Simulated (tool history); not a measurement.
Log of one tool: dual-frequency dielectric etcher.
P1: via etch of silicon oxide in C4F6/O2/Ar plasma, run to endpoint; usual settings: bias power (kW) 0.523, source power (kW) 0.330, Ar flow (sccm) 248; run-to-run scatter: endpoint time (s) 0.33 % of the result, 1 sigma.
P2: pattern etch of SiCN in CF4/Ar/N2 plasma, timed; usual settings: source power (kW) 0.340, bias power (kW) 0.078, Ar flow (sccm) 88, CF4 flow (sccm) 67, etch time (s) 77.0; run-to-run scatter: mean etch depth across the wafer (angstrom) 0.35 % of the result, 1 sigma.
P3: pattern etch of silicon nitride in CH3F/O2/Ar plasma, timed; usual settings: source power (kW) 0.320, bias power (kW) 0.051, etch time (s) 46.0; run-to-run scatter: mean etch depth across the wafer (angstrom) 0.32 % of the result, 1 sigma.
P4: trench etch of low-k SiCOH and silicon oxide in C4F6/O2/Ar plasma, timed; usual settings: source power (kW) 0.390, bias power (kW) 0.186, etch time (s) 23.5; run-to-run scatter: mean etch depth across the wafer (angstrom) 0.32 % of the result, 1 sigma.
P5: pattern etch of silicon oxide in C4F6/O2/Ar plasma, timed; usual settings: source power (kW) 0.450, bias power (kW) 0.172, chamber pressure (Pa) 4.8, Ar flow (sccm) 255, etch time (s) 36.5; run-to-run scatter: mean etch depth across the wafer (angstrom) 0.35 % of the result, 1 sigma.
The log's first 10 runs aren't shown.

run,hour,process that ran,bias power (kW),source power (kW),Ar flow (sccm),CF4 flow (sccm),etch time (s),chamber pressure (Pa),endpoint time (s),mean etch depth across the wafer (angstrom)
11,63.4,P5,0.172,0.450,255,,36.5,3.3,,1241.40
12,68.2,P1,0.611,0.330,343,,,,40.590,
13,76.4,P1,0.523,0.330,248,,,,41.881,
14,83.5,P3,0.067,0.320,,,46.0,,,279.93
15,93.2,P1,0.408,0.330,248,,,,45.991,
16,102.7,P1,0.523,0.330,176,,,,40.288,
17,112.2,P3,0.051,0.320,,,46.0,,,256.49
18,117.4,P1,0.523,0.450,248,,,,37.194,
19,124.7,P5,0.172,0.360,255,,36.5,4.8,,1091.00
20,128.9,P1,0.523,0.330,248,,,,41.669,
21,135.8,P4,0.186,0.390,,,32.5,,,995.40
22,144.2,P2,0.105,0.340,88,67,77.0,,,580.65
23,152.7,P5,0.172,0.450,255,,23.5,4.8,,770.49
24,162.4,P5,0.172,0.450,319,,36.5,4.8,,1161.30

Forecast run 25:
25,168.9,P1,0.716,0.330,248,,,,?,

{"run 25": {"endpoint time (s)": 36.917}}
